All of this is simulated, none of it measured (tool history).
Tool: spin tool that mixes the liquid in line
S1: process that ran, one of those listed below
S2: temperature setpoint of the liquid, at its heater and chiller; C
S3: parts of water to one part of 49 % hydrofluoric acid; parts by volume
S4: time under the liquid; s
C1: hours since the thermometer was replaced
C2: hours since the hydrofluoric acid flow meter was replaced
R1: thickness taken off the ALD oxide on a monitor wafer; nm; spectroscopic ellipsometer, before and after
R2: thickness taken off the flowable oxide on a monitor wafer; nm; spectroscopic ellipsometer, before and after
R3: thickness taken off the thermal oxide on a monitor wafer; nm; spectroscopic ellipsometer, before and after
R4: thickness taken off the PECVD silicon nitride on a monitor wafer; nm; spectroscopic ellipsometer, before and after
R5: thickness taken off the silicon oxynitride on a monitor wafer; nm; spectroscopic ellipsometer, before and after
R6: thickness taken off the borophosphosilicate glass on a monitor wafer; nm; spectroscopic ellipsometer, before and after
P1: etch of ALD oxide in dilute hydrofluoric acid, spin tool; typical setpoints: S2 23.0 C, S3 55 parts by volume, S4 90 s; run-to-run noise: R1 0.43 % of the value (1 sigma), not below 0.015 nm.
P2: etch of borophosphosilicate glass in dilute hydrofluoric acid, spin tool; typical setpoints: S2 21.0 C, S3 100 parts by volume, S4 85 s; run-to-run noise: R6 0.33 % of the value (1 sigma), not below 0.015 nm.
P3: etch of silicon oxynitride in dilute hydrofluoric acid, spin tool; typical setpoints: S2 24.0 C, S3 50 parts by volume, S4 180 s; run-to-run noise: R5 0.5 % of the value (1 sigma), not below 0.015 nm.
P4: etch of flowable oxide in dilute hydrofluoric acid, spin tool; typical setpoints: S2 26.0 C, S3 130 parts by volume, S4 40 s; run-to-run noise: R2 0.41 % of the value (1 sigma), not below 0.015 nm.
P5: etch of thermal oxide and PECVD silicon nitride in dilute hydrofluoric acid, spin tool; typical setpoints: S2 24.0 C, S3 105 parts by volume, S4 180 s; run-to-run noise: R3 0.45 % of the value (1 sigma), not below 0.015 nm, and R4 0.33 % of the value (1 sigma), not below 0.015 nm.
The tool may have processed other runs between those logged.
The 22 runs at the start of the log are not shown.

{"run": 23, "day": 5.879, "S1": "P2", "S2": 21.0, "S3": 40, "S4": 85, "C1": 302.1, "C2": 357.2, "R6": 100.98}
{"run": 24, "day": 6.192, "S1": "P1", "S2": 23.0, "S3": 55, "S4": 175, "C1": 309.6, "C2": 364.7, "R1": 46.583}
{"run": 25, "day": 6.421, "S1": "P1", "S2": 23.0, "S3": 55, "S4": 90, "C1": 315.1, "C2": 370.2, "R1": 23.937}
{"run": 26, "day": 6.762, "S1": "P2", "S2": 21.0, "S3": 100, "S4": 85, "C1": 323.3, "C2": 378.4, "R6": 37.836}
{"run": 27, "day": 6.979, "S1": "P2", "S2": 26.0, "S3": 100, "S4": 85, "C1": 328.5, "C2": 383.6, "R6": 45.904}
{"run": 28, "day": 7.175, "S1": "P3", "S2": 24.0, "S3": 50, "S4": 180, "C1": 333.2, "C2": 388.3, "R5": 10.669}
{"run": 29, "day": 7.454, "S1": "P3", "S2": 24.0, "S3": 85, "S4": 180, "C1": 339.9, "C2": 395.0, "R5": 6.1547}
{"run": 30, "day": 7.717, "S1": "P1", "S2": 23.0, "S3": 55, "S4": 90, "C1": 346.2, "C2": 401.3, "R1": 23.843}
{"run": 31, "day": 8.033, "S1": "P1", "S2": 23.0, "S3": 55, "S4": 90, "C1": 353.8, "C2": 408.9, "R1": 23.926}
{"run": 32, "day": 8.396, "S1": "P1", "S2": 23.0, "S3": 55, "S4": 90, "C1": 362.5, "C2": 417.6, "R1": 23.798}
{"run": 33, "day": 8.571, "S1": "P1", "S2": 23.0, "S3": 55, "S4": 90, "C1": 366.7, "C2": 421.8, "R1": 25.015}
{"run": 34, "day": 8.892, "S1": "P1", "S2": 23.0, "S3": 55, "S4": 90, "C1": 374.4, "C2": 429.5, "R1": 25.928}

For run 35, what comes out?
{"run": 35, "day": 9.138, "S1": "P1", "S2": 23.0, "S3": 55, "S4": 90, "C1": 380.3, "C2": 435.4, "R1": "?"}

Run 35 measured R1 26.1200 nm.
